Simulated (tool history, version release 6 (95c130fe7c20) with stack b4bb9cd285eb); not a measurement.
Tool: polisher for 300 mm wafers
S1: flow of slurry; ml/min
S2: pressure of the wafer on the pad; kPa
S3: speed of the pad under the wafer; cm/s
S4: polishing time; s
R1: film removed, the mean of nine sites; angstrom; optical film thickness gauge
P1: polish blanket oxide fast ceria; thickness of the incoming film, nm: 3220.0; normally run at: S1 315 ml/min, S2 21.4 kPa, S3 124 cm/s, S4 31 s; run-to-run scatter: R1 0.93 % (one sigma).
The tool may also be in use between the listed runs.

run    day   S1    S2   S3  S4      R1
  1  0.683  315  21.4  124  31  5487.4
  2  1.271  190  21.4  124  31  5141.5
  3  1.846  315  21.4  124  31    5552
     2.021  -- worn pad replaced by a new one
  4  2.208  315  21.4   78  31  3453.6
  5  2.808  315  21.4  124  21  3697.2
  6  3.562  315  10.3  124  39  3322.4
  7  4.021  410  21.4  124  31  5589.7
  8  4.779  315  21.4  124  31  5451.6
  9  5.492  315  27.6  124  31  7044.2
 10  5.979  315  21.4  124  46  8202.8
 11  6.346  315  21.4  124  31  5523.4
 12  6.946  315  21.4  192  31  8394.3

The next listed run, before its measurement:
 13  7.554  315  9.7  124  31   ?

{"run 13": {"R1": 2530}}
